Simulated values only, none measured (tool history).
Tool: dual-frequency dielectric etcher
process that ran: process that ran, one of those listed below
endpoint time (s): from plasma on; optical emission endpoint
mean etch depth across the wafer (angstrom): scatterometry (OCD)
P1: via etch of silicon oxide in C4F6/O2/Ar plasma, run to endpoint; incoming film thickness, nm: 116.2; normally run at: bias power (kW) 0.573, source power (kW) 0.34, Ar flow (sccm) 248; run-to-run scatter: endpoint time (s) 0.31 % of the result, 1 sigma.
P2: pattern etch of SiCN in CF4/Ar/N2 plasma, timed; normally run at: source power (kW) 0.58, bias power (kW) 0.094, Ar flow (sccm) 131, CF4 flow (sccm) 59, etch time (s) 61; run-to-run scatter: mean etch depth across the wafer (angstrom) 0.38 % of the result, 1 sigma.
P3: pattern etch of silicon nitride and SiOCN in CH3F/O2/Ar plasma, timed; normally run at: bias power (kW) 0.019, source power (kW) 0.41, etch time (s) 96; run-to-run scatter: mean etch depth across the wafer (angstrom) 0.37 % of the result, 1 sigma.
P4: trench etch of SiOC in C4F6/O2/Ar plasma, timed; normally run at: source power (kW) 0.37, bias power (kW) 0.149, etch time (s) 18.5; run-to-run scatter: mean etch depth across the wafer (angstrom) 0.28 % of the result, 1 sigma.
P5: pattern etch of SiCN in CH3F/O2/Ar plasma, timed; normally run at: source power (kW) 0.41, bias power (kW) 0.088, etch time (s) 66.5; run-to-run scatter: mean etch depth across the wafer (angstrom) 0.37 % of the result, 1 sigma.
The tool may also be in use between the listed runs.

run,hour,process that ran,bias power (kW),source power (kW),Ar flow (sccm),CF4 flow (sccm),etch time (s),hours since the last wet clean,hours since the last bias power generator calibration,hours since the last source power generator calibration,hours since the last Ar flow controller change,endpoint time (s),mean etch depth across the wafer (angstrom)
1,16.6,P1,0.573,0.34,248,,,302.2,2888.1,1102.4,948.4,25.692,
2,26,P1,0.573,0.42,346,,,311.6,2897.5,1111.8,957.8,24.702,
3,37.6,P2,0.094,0.58,131,59,61,323.2,2909.1,1123.4,969.4,,662.59
4,53.7,P1,0.573,0.34,311,,,339.3,2925.2,1139.5,985.5,26.319,
5,69.8,P1,0.573,0.34,166,,,355.4,2941.3,1155.6,1001.6,24.484,
6,85.1,P1,0.736,0.34,248,,,370.7,2956.6,1170.9,1016.9,23.392,
7,100.3,P4,0.149,0.37,,,18.5,385.9,2971.8,1186.1,1032.1,,350.17
8,108.9,P5,0.088,0.26,,,66.5,394.5,2980.4,1194.7,1040.7,,235.55
9,119.6,P4,0.149,0.48,,,18.5,405.2,2991.1,1205.4,1051.4,,391.14
# hour 121.4: source power generator calibrated
10,127.4,P3,0.019,0.41,,,128.5,413,2998.9,6,1059.2,,164.1
11,144.6,P5,0.088,0.41,,,98,430.2,3016.1,23.2,1076.4,,409.14
12,156.8,P1,0.405,0.34,248,,,442.4,3028.3,35.4,1088.6,29.369,
13,168.6,P5,0.088,0.41,,,66.5,454.2,3040.1,47.2,1100.4,,276.76
14,184.1,P4,0.149,0.37,,,26.5,469.7,3055.6,62.7,1115.9,,500.47
15,199.4,P1,0.573,0.34,248,,,485,3070.9,78,1131.2,25.783,
16,216.1,P1,0.573,0.42,248,,,501.7,3087.6,94.7,1147.9,23.861,
17,224.2,P1,0.573,0.34,248,,,509.8,3095.7,102.8,1156,25.76,
18,237.5,P1,0.573,0.34,248,,,523.1,3109,116.1,1169.3,25.831,
19,253.1,P2,0.094,0.4,131,59,61,538.7,3124.6,131.7,1184.9,,477.87
# hour 253.2: bias power generator calibrated
20,268.7,P1,0.573,0.34,248,,,554.3,15.6,147.3,1200.5,25.743,
21,284.9,P1,0.573,0.25,248,,,570.5,31.8,163.5,1216.7,28.953,
22,298.8,P1,0.573,0.34,248,,,584.4,45.7,177.4,1230.6,25.631,
23,313.4,P5,0.067,0.41,,,66.5,599,60.3,192,1245.2,,249.72
24,326.9,P2,0.133,0.58,131,59,61,612.5,73.8,205.5,1258.7,,751.7
25,337.3,P3,0.019,0.41,,,96,622.9,84.2,215.9,1269.1,,122.24
26,346.9,P3,0.019,0.41,,,96,632.5,93.8,225.5,1278.7,,122.08
27,364.9,P3,0.019,0.33,,,96,650.5,111.8,243.5,1296.7,,113.65
28,374.5,P2,0.094,0.58,131,74,61,660.1,121.4,253.1,1306.3,,682.73
29,386,P1,0.737,0.44,248,,,671.6,132.9,264.6,1317.8,21.151,
30,403.8,P2,0.094,0.58,131,59,86.5,689.4,150.7,282.4,1335.6,,934.71
31,420.4,P4,0.149,0.37,,,18.5,706,167.3,299,1352.2,,351.64
32,438.3,P2,0.094,0.58,162,59,61,723.9,185.2,316.9,1370.1,,638.66
33,449.3,P4,0.113,0.37,,,18.5,734.9,196.2,327.9,1381.1,,324.72
34,458.8,P3,0.027,0.41,,,96,744.4,205.7,337.4,1390.6,,143.25
35,471.4,P1,0.573,0.34,248,,,757,218.3,350,1403.2,25.731,
36,482.9,P1,0.573,0.34,248,,,768.5,229.8,361.5,1414.7,25.461,
37,492.1,P1,0.573,0.34,248,,,777.7,239,370.7,1423.9,25.414,
# hour 502.9: Ar flow controller replaced
38,509.1,P1,0.573,0.34,248,,,794.7,256,387.7,6.3,25.209,
39,522,P1,0.573,0.34,248,,,807.6,268.9,400.6,19.2,25.277,
# hour 533.1: wet clean of the chamber
40,533.6,P1,0.573,0.34,248,,,0.6,280.5,412.2,30.8,25.311,
41,544.7,P1,0.573,0.34,248,,,11.7,291.6,423.3,41.9,25.26,
42,559.5,P1,0.573,0.34,248,,,26.5,306.4,438.1,56.7,25.377,

What P1 gives has crept away from where it was. These 2 causes fit the log equally well, each at the size given:
A: source power that arrives over what is set, % = 4.46
B: bias power that arrives over what is set, % = 4.23
The creep began at about hour 471.4.
Why every other cause is out:
chamber walls in a state that raises the etch rate, %: serviced at hour 533.1, which brought nothing back
Ar flow that arrives under what is set, %: serviced at hour 502.9, which brought nothing back

4 check runs are offered, each on 2 wafers whose results are averaged, their results left as question marks. Which one tells the causes apart?
check 1,574.3,P4,0.149,0.37,,,18.5,,,,,,?
check 2,574.3,P5,0.088,0.41,,,66.5,,,,,,?
check 3,574.3,P3,0.019,0.41,,,96,,,,,,?
check 4,574.3,P2,0.094,0.58,131,59,61,,,,,,?

What each check would give under each cause:
check,result,if A,if B
check 1,mean etch depth across the wafer (angstrom),357.75,356.16
check 2,mean etch depth across the wafer (angstrom),280.66,280.4
check 3,mean etch depth across the wafer (angstrom),124.47,124.79
check 4,mean etch depth across the wafer (angstrom),683.22,668.45
How far apart the two closest causes lie, in the result that separates them most: check 1 0.45 %; check 2 0.09 %; check 3 0.25 %; check 4 2.19 %
Only check 4 tells the causes apart: in the others they would give nearly the same result.

Check 4 was then run and gave: mean etch depth across the wafer (angstrom) 668.9. Which cause is it?

It is B: bias power that arrives over what is set, %.
